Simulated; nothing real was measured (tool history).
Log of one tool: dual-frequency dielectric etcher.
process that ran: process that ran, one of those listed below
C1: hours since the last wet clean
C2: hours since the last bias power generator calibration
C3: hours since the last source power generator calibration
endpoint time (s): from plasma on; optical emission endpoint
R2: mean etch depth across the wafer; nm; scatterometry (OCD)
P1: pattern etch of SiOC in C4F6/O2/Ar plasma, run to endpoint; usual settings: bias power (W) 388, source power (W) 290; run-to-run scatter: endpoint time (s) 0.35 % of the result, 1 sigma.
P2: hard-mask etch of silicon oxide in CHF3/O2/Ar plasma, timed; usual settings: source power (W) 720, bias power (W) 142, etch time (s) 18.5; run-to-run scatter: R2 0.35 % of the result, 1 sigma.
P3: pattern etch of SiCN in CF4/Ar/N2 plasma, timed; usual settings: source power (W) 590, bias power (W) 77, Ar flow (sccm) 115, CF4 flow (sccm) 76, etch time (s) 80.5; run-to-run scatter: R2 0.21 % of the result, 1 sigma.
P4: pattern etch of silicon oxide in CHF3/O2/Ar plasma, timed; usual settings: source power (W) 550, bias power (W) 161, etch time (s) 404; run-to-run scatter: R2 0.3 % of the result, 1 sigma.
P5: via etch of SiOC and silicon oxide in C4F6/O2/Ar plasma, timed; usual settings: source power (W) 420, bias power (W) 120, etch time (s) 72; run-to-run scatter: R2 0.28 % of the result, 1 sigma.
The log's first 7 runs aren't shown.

Run 8, day 1.354: process that ran P3, bias power (W) 77, source power (W) 590, etch time (s) 48, Ar flow (sccm) 115, CF4 flow (sccm) 76; C1 322.8; C2 595.2; C3 1569.6. Result: R2 53.856 nm.
Run 9, day 1.529: process that ran P5, bias power (W) 78, source power (W) 420, etch time (s) 72; C1 327; C2 599.4; C3 1573.8. Result: R2 65.479 nm.
Run 10, day 1.696: process that ran P2, bias power (W) 142, source power (W) 960, etch time (s) 18.5; C1 331; C2 603.4; C3 1577.8. Result: R2 41.223 nm.
Run 11, day 1.812: process that ran P1, bias power (W) 481, source power (W) 290; C1 333.8; C2 606.2; C3 1580.6. Result: endpoint time (s) 19.731.
Run 12, day 2.079: process that ran P5, bias power (W) 120, source power (W) 420, etch time (s) 72; C1 340.2; C2 612.6; C3 1587. Result: R2 73.711 nm.
Run 13, day 2.292: process that ran P2, bias power (W) 142, source power (W) 720, etch time (s) 18.5; C1 345.3; C2 617.7; C3 1592.1. Result: R2 36.716 nm.
Run 14, day 2.483: process that ran P3, bias power (W) 77, source power (W) 590, etch time (s) 80.5, Ar flow (sccm) 115, CF4 flow (sccm) 52; C1 349.9; C2 622.3; C3 1596.7. Result: R2 84.885 nm.
Run 15, day 2.679: process that ran P2, bias power (W) 191, source power (W) 720, etch time (s) 18.5; C1 354.6; C2 627; C3 1601.4. Result: R2 40.544 nm.
Run 16, day 2.921: process that ran P5, bias power (W) 120, source power (W) 420, etch time (s) 72; C1 360.4; C2 632.8; C3 1607.2. Result: R2 73.607 nm.
Run 17, day 3.062: process that ran P3, bias power (W) 77, source power (W) 590, etch time (s) 80.5, Ar flow (sccm) 89, CF4 flow (sccm) 76; C1 363.8; C2 636.2; C3 1610.6. Result: R2 93.846 nm.
Run 18, day 3.242: process that ran P1, bias power (W) 388, source power (W) 290; C1 368.1; C2 640.5; C3 1614.9. Result: endpoint time (s) 21.298.
Run 19, day 3.392: process that ran P1, bias power (W) 388, source power (W) 290; C1 371.7; C2 644.1; C3 1618.5. Result: endpoint time (s) 21.439.
Run 20, day 3.654: process that ran P2, bias power (W) 142, source power (W) 720, etch time (s) 18.5; C1 378; C2 650.4; C3 1624.8. Result: R2 36.886 nm.
Run 21, day 3.912: process that ran P5, bias power (W) 120, source power (W) 420, etch time (s) 102.5; C1 384.2; C2 656.6; C3 1631. Result: R2 104.27 nm.
Run 22, day 4.146: process that ran P1, bias power (W) 388, source power (W) 290; C1 389.8; C2 662.2; C3 1636.6. Result: endpoint time (s) 21.491.
Run 23, day 4.362: process that ran P3, bias power (W) 77, source power (W) 590, etch time (s) 80.5, Ar flow (sccm) 115, CF4 flow (sccm) 76; C1 395; C2 667.4; C3 1641.8. Result: R2 90.12 nm.
Run 24, day 4.579: process that ran P3, bias power (W) 77, source power (W) 450, etch time (s) 80.5, Ar flow (sccm) 115, CF4 flow (sccm) 76; C1 400.2; C2 672.6; C3 1647. Result: R2 71.153 nm.
Run 25, day 4.754: process that ran P1, bias power (W) 287, source power (W) 340; C1 404.4; C2 676.8; C3 1651.2. Result: endpoint time (s) 22.436.
Run 26, day 4.942: process that ran P1, bias power (W) 294, source power (W) 290; C1 408.9; C2 681.3; C3 1655.7. Result: endpoint time (s) 23.601.
Run 27, day 5.158: process that ran P1, bias power (W) 388, source power (W) 210; C1 414.1; C2 686.5; C3 1660.9. Result: endpoint time (s) 24.158.
Run 28, day 5.375: process that ran P4, bias power (W) 161, source power (W) 550, etch time (s) 404; C1 419.3; C2 691.7; C3 1666.1. Result: R2 729.51 nm.
Run 29, day 5.529: process that ran P4, bias power (W) 161, source power (W) 780, etch time (s) 404; C1 423; C2 695.4; C3 1669.8. Result: R2 838.48 nm.
Run 30, day 5.762: process that ran P5, bias power (W) 120, source power (W) 320, etch time (s) 72; C1 428.6; C2 701; C3 1675.4. Result: R2 66.187 nm.
Run 31, day 6.017: process that ran P1, bias power (W) 388, source power (W) 370; C1 434.7; C2 707.1; C3 1681.5. Result: endpoint time (s) 19.51.

Run 32 comes next. What will it give?
Run 32, day 6.2: process that ran P3, bias power (W) 106, source power (W) 590, etch time (s) 80.5, Ar flow (sccm) 115, CF4 flow (sccm) 76; C1 439.1; C2 711.5; C3 1685.9. Result: R2 ?.

R2: 101.13 nm

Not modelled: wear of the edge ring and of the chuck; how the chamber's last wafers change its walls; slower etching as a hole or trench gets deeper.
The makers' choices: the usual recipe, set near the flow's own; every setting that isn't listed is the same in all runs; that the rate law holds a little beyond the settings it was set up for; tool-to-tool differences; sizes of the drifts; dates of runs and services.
